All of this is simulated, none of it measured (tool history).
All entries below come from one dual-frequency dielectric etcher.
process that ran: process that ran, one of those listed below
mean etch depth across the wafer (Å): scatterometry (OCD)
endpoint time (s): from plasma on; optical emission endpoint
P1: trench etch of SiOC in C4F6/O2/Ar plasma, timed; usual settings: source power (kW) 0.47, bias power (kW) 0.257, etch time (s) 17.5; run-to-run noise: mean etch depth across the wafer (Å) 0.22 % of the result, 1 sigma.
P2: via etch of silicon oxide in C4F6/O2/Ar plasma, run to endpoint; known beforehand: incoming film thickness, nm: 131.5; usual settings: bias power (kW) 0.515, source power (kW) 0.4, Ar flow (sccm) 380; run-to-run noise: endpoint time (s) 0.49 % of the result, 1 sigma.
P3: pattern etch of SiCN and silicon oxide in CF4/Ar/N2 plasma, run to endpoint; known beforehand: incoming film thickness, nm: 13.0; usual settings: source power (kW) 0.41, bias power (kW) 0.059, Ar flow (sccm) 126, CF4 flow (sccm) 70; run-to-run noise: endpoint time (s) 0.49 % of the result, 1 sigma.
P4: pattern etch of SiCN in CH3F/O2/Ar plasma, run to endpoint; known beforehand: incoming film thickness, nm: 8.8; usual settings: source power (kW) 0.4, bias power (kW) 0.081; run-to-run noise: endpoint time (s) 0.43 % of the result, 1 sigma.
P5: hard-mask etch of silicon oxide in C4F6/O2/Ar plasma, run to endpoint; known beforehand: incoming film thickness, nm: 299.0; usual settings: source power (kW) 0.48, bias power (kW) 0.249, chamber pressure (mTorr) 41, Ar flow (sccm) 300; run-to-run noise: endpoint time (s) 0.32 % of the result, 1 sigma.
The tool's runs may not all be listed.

| run | day | process that ran | source power (kW) | bias power (kW) | etch time (s) | chamber pressure (mTorr) | Ar flow (sccm) | CF4 flow (sccm) | mean etch depth across the wafer (Å) | endpoint time (s) |
|---|---|---|---|---|---|---|---|---|---|---|
| 1 | 0.092 | P1 | 0.47 | 0.257 | 17.5 |  |  |  | 439.13 |  |
| 2 | 0.246 | P1 | 0.63 | 0.178 | 17.5 |  |  |  | 437.36 |  |
| 3 | 0.412 | P4 | 0.4 | 0.081 |  |  |  |  |  | 22.951 |
| 4 | 0.538 | P4 | 0.4 | 0.081 |  |  |  |  |  | 23.137 |
| 5 | 0.725 | P1 | 0.37 | 0.257 | 17.5 |  |  |  | 402.89 |  |
| 6 | 0.842 | P4 | 0.51 | 0.081 |  |  |  |  |  | 21.184 |
| 7 | 1.012 | P5 | 0.63 | 0.249 |  | 41 | 300 |  |  | 74.515 |
| 8 | 1.108 | P5 | 0.48 | 0.249 |  | 41 | 300 |  |  | 82.558 |
| 9 | 1.192 | P2 | 0.4 | 0.515 |  |  | 293 |  |  | 28.927 |
| 10 | 1.362 | P5 | 0.48 | 0.249 |  | 41 | 188 |  |  | 78.097 |
| 11 | 1.454 | P1 | 0.47 | 0.342 | 17.5 |  |  |  | 487.56 |  |
| 12 | 1.546 | P1 | 0.47 | 0.257 | 17.5 |  |  |  | 441.88 |  |
| 13 | 1.654 | P1 | 0.47 | 0.194 | 17.5 |  |  |  | 400.83 |  |
| 14 | 1.771 | P3 | 0.41 | 0.059 |  |  | 126 | 94 |  | 17.35 |
| 15 | 1.858 | P1 | 0.47 | 0.257 | 23.5 |  |  |  | 592.58 |  |
| 16 | 1.971 | P3 | 0.41 | 0.059 |  |  | 126 | 70 |  | 17.925 |
| 17 | 2.058 | P5 | 0.48 | 0.156 |  | 41 | 300 |  |  | 95.432 |
| 18 | 2.154 | P1 | 0.47 | 0.257 | 17.5 |  |  |  | 439.81 |  |
| 19 | 2.333 | P3 | 0.41 | 0.059 |  |  | 93 | 70 |  | 17.104 |
| 20 | 2.45 | P5 | 0.48 | 0.249 |  | 54.5 | 300 |  |  | 85.632 |
| 21 | 2.621 | P1 | 0.47 | 0.257 | 17.5 |  |  |  | 440.9 |  |
| 22 | 2.712 | P3 | 0.5 | 0.059 |  |  | 126 | 70 |  | 15.173 |
| 23 | 2.842 | P3 | 0.41 | 0.059 |  |  | 126 | 70 |  | 18.008 |
| 24 | 3 | P3 | 0.41 | 0.079 |  |  | 126 | 70 |  | 16.296 |
| 25 | 3.154 | P2 | 0.49 | 0.515 |  |  | 380 |  |  | 27.534 |
| 26 | 3.258 | P1 | 0.47 | 0.257 | 10 |  |  |  | 251.9 |  |
| 27 | 3.358 | P4 | 0.4 | 0.055 |  |  |  |  |  | 26.388 |
| 28 | 3.5 | P2 | 0.4 | 0.515 |  |  | 380 |  |  | 29.427 |
| 29 | 3.625 | P1 | 0.67 | 0.257 | 17.5 |  |  |  | 506.97 |  |
| 30 | 3.712 | P2 | 0.4 | 0.627 |  |  | 380 |  |  | 27.521 |
| 31 | 3.833 | P2 | 0.4 | 0.515 |  |  | 380 |  |  | 29.716 |
| 32 | 3.942 | P1 | 0.47 | 0.257 | 17.5 |  |  |  | 440.97 |  |
| 33 | 4.1 | P1 | 0.47 | 0.257 | 17.5 |  |  |  | 439.24 |  |
| 34 | 4.258 | P1 | 0.47 | 0.257 | 17.5 |  |  |  | 436.53 |  |
| 35 | 4.417 | P1 | 0.47 | 0.257 | 17.5 |  |  |  | 436.23 |  |
| 36 | 4.579 | P1 | 0.47 | 0.257 | 17.5 |  |  |  | 433.53 |  |
| 37 | 4.742 | P1 | 0.47 | 0.257 | 17.5 |  |  |  | 435.28 |  |
| 38 | 4.833 | P1 | 0.47 | 0.257 | 17.5 |  |  |  | 433.72 |  |
| 39 | 5.012 | P1 | 0.47 | 0.257 | 17.5 |  |  |  | 434.86 |  |
|  | 5.033 | wet clean of the chamber |
| 40 | 5.112 | P1 | 0.47 | 0.257 | 17.5 |  |  |  | 435.91 |  |
| 41 | 5.242 | P1 | 0.47 | 0.257 | 17.5 |  |  |  | 433.67 |  |
| 42 | 5.325 | P1 | 0.47 | 0.257 | 17.5 |  |  |  | 433.23 |  |
| 43 | 5.408 | P1 | 0.47 | 0.257 | 17.5 |  |  |  | 434.52 |  |

P1 no longer gives what it gave before; its output has crept away from where it was. The following 2 causes, each at its listed size, fit the log equally well:
A: source power that arrives under what is set, % = 4.02
B: bias power that arrives under what is set, % = 4.58
At approximately day 3.942, the process output began to creep.
All other causes, with the reason each is excluded:
chamber walls in a state that lowers the etch rate, %: serviced at day 5.033, after the change had begun; the process did not return to its earlier output

The 4 check runs listed below each average the results of 3 wafers, and their outcomes are marked with question marks. Under which run would the listed causes produce clearly different results?
| check 1 | 5.492 | P2 | 0.48 | 0.617 |  |  | 380 |  |  | ? |
| check 2 | 5.492 | P3 | 0.41 | 0.059 |  |  | 126 | 85 |  | ? |
| check 3 | 5.492 | P4 | 0.46 | 0.081 |  |  |  |  |  | ? |
| check 4 | 5.492 | P5 | 0.62 | 0.177 |  | 41 | 300 |  |  | ? |

What every check run would give for each of its results, assuming each possible cause in turn:
| check | result | if A | if B |
|---|---|---|---|
| check 1 | endpoint time (s) | 26.244 | 26.318 |
| check 2 | endpoint time (s) | 18.153 | 17.774 |
| check 3 | endpoint time (s) | 22.217 | 22.248 |
| check 4 | endpoint time (s) | 84.551 | 84.384 |
Smallest distance between any two causes, each pair judged by its most separating result, in per cent: check 1 0.28 %; check 2 2.11 %; check 3 0.14 %; check 4 0.2 %
Of the check runs offered, only check 2 discriminates between the causes; the rest would read about the same regardless of which cause applies.

After running check 2, the following was obtained: endpoint time (s) 17.806. Which cause does this point to?

Of the candidate causes, it is B: bias power that arrives under what is set, %.
